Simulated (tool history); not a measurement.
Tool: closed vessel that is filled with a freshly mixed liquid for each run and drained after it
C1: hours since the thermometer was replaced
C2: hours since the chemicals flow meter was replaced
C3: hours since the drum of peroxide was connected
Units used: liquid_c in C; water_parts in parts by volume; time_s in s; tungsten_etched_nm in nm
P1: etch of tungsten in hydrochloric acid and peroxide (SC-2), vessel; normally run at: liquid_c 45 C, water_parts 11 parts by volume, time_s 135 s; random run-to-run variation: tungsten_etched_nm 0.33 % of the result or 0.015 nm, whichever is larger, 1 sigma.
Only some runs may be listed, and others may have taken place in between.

{"run": 1, "day": 0.117, "liquid_c": 45, "water_parts": 11, "time_s": 135, "C1": 607, "C2": 649.6, "C3": 668.1, "tungsten_etched_nm": 20.855}
{"run": 2, "day": 0.242, "liquid_c": 35, "water_parts": 15.5, "time_s": 135, "C1": 610, "C2": 652.6, "C3": 671.1, "tungsten_etched_nm": 7.5933}
{"run": 3, "day": 0.417, "liquid_c": 45, "water_parts": 11, "time_s": 135, "C1": 614.2, "C2": 656.8, "C3": 675.3, "tungsten_etched_nm": 20.82}
{"day": 0.421, "done": "thermometer replaced"}
{"run": 4, "day": 0.529, "liquid_c": 45, "water_parts": 11, "time_s": 135, "C1": 2.6, "C2": 659.5, "C3": 678, "tungsten_etched_nm": 20.628}
{"run": 5, "day": 0.654, "liquid_c": 35, "water_parts": 11, "time_s": 135, "C1": 5.6, "C2": 662.5, "C3": 681, "tungsten_etched_nm": 10.209}
{"run": 6, "day": 0.8, "liquid_c": 45, "water_parts": 4, "time_s": 135, "C1": 9.1, "C2": 666, "C3": 684.5, "tungsten_etched_nm": 45.099}
{"run": 7, "day": 0.892, "liquid_c": 45, "water_parts": 11, "time_s": 135, "C1": 11.3, "C2": 668.2, "C3": 686.7, "tungsten_etched_nm": 20.822}
{"run": 8, "day": 1.071, "liquid_c": 45, "water_parts": 11, "time_s": 250, "C1": 15.6, "C2": 672.5, "C3": 691, "tungsten_etched_nm": 38.522}
{"run": 9, "day": 1.212, "liquid_c": 45, "water_parts": 20, "time_s": 135, "C1": 19, "C2": 675.9, "C3": 694.4, "tungsten_etched_nm": 12.335}
{"run": 10, "day": 1.354, "liquid_c": 56.5, "water_parts": 11, "time_s": 135, "C1": 22.4, "C2": 679.3, "C3": 697.8, "tungsten_etched_nm": 44.35}
{"run": 11, "day": 1.492, "liquid_c": 45, "water_parts": 11, "time_s": 135, "C1": 25.7, "C2": 682.6, "C3": 701.1, "tungsten_etched_nm": 20.777}
{"run": 12, "day": 1.575, "liquid_c": 45, "water_parts": 11, "time_s": 30, "C1": 27.7, "C2": 684.6, "C3": 703.1, "tungsten_etched_nm": 4.6063}
{"run": 13, "day": 1.758, "liquid_c": 45, "water_parts": 11, "time_s": 135, "C1": 32.1, "C2": 689, "C3": 707.5, "tungsten_etched_nm": 20.861}
{"run": 14, "day": 1.85, "liquid_c": 45, "water_parts": 11, "time_s": 135, "C1": 34.3, "C2": 691.2, "C3": 709.7, "tungsten_etched_nm": 20.807}

Run 15 has not been measured yet. What should we expect?
{"run": 15, "day": 2.042, "liquid_c": 45, "water_parts": 11, "time_s": 135, "C1": 38.9, "C2": 695.8, "C3": 714.3, "tungsten_etched_nm": "?"}

Logged for run 15: tungsten_etched_nm 19.893 nm.
